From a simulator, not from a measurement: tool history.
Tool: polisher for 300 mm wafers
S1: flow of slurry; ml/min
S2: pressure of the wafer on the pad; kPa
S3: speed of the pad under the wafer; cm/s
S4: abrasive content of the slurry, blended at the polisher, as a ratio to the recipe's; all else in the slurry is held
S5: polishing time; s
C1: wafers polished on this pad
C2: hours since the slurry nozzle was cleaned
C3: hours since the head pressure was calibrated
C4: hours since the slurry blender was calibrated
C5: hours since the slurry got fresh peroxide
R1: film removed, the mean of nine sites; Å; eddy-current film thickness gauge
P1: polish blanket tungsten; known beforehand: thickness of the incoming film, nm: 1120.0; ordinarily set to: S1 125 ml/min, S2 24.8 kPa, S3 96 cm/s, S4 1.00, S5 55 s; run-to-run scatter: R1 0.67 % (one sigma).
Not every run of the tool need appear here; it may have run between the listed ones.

run	hour	S1	S2	S3	S4	S5	C1	C2	C3	C4	C5	R1
1	11.4	125	24.8	96	1.00	55	1055	573.2	276.9	278.2	74.8	2844.9
2	22.8	125	24.8	96	1.00	25	1140	584.6	288.3	289.6	86.2	1288.3
3	38.7	125	11.7	96	1.00	55	1257	600.5	304.2	305.5	102.1	1324.8
4	47.7	125	24.8	146	1.00	55	1324	609.5	313.2	314.5	111.1	4230.9
# hour 57.4: slurry tank refilled with fresh slurry and peroxide
5	57.8	125	39.3	96	1.00	55	1399	619.6	323.3	324.6	0.5	4484.9
6	68.6	125	24.8	96	1.00	55	1479	630.4	334.1	335.4	11.3	2839.5
7	77.7	125	24.8	96	1.00	55	1546	639.5	343.2	344.5	20.4	2811.4
8	92.4	125	24.8	96	1.00	55	1655	654.2	357.9	359.2	35.1	2860.1
9	108.6	85	24.8	134	1.00	55	1775	670.4	374.1	375.4	51.3	3618.8
10	125.6	180	24.8	96	1.00	55	1901	687.4	391.1	392.4	68.3	3015.8
11	141.7	125	24.8	96	1.00	55	2020	703.5	407.2	408.5	84.4	2785.9
12	159.6	125	24.8	54	1.00	55	2152	721.4	425.1	426.4	102.3	1589.0
13	173.2	125	24.8	96	0.55	55	2253	735.0	438.7	440.0	115.9	2480.1
14	189.9	125	24.8	96	1.00	76	2377	751.7	455.4	456.7	132.6	3909.0

Run 15 is up next; what results do you expect?
15	200.2	125	24.8	96	1.25	55	2453	762.0	465.7	467.0	142.9	?

R1: 2938.5 Å

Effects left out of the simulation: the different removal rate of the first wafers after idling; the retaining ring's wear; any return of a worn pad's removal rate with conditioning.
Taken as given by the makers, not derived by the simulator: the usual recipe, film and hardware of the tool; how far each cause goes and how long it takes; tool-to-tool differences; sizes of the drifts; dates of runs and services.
